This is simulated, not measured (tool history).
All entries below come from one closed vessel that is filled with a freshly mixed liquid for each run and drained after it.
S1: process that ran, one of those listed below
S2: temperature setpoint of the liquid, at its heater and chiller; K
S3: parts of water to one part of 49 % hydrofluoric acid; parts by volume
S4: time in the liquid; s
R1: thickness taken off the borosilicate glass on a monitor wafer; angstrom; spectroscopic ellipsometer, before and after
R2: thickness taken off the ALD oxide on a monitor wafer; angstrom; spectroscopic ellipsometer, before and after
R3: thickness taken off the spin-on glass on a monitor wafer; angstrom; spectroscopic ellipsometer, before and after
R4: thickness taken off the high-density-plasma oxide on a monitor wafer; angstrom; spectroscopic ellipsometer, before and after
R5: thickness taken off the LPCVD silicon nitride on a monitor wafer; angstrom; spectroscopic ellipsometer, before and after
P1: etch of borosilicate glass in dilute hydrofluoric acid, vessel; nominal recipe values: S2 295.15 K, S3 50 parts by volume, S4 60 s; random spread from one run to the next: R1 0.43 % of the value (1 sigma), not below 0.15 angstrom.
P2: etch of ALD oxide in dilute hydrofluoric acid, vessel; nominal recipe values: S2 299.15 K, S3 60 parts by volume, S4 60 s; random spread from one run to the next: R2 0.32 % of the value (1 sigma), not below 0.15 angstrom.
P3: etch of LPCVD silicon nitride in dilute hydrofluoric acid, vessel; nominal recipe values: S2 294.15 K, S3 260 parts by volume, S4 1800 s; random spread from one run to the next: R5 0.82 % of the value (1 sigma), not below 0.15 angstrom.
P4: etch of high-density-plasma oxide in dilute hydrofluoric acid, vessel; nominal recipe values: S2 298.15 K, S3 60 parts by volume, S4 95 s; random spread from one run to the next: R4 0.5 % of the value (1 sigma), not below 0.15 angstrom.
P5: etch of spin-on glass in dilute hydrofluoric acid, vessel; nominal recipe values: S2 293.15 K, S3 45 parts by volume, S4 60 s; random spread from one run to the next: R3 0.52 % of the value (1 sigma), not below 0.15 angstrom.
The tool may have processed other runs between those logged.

run	hour	S1	S2	S3	S4	R1	R2	R3	R4	R5
1	13.8	P1	295.15	50	60	477.69				
2	23.0	P1	295.15	50	60	478.47				
3	29.5	P2	299.15	60	60		239.76			
4	38.5	P2	306.65	60	60		319.31			
5	48.6	P5	293.15	45	30			218.73		
6	57.9	P4	298.15	60	50				91.053	
7	66.8	P3	294.15	260	3550					58.329
8	73.8	P3	294.15	355	1800					21.509
9	81.9	P1	295.15	50	110	873.50				
10	88.9	P1	295.15	20	60	1243.60				
11	100.7	P1	299.15	50	60	560.04				
12	107.8	P1	295.15	50	60	479.54				
13	118.3	P3	294.15	260	1800					29.117
14	126.8	P1	295.15	75	60	308.36				
15	133.5	P5	293.15	45	60			439.30		
16	142.1	P5	290.15	45	60			384.50		
17	155.7	P4	298.15	60	95				175.550	
18	162.6	P4	293.15	60	95				142.560	
19	170.2	P4	298.15	20	95				557.550	
20	179.0	P2	299.15	60	60		239.22			
21	185.9	P1	300.65	25	60	1240.80				
22	193.3	P3	290.15	260	1800					22.654
23	201.0	P3	294.15	260	1800					29.556
24	207.4	P4	298.15	60	95				175.590	
25	219.6	P5	293.15	45	60			436.61		
26	228.6	P2	299.15	60	95		380.22			
27	237.8	P1	295.15	50	60	474.37				
28	245.3	P5	293.15	20	60			1018.10		
29	252.9	P1	295.15	50	60	481.11				
30	260.8	P1	295.15	50	30	238.12				
31	270.0	P1	290.15	50	60	387.95				
32	284.0	P2	299.15	85	60		163.04			
33	293.9	P1	290.65	50	90	589.13				
34	306.9	P1	295.15	50	60	480.06				
35	313.4	P1	295.15	50	60	489.56				
36	324.6	P1	295.15	50	60	507.74				
37	338.8	P1	295.15	50	60	518.43				
38	347.7	P1	295.15	50	60	520.06				
39	354.1	P1	295.15	50	60	515.97				
40	368.1	P1	295.15	50	60	522.10				
41	377.0	P1	295.15	50	60	523.21				

P1 no longer gives what it gave before; its output has crept away from where it was. The following 2 causes, each at its listed size, fit the log equally well:
A: liquid hotter than its thermometer reads (K) = 2.18
B: hydrofluoric acid flow above the setpoint (%) = 8.87
The gradual shift began around hour 306.9.

4 check runs are offered, each on 2 wafers whose results are averaged, their results left as question marks. Which one tells the causes apart?
check 1	385.9	P5	293.15	45	60			?		
check 2	385.9	P2	299.15	60	60		?			
check 3	385.9	P3	294.15	260	1800					?
check 4	385.9	P4	298.15	60	95				?	

If the cause were each of the candidates in turn, the checks would give the following:
check	result	if A	if B
check 1	R3	479.23	477.97
check 2	R2	260.87	262.17
check 3	R5	33.795	31.999
check 4	R4	190.390	191.170
Per check, the gap between the least separated pair of causes, taken in the result that splits them most: check 1 0.26 %; check 2 0.5 %; check 3 5.46 %; check 4 0.41 %
Check 3 is the one run that separates the causes; every other check would come out nearly the same whichever cause is at work.

Check 3 has now been run. It gave: R5 32.237 angstrom. Which of the candidate causes is it?

The cause is B: hydrofluoric acid flow above the setpoint (%).

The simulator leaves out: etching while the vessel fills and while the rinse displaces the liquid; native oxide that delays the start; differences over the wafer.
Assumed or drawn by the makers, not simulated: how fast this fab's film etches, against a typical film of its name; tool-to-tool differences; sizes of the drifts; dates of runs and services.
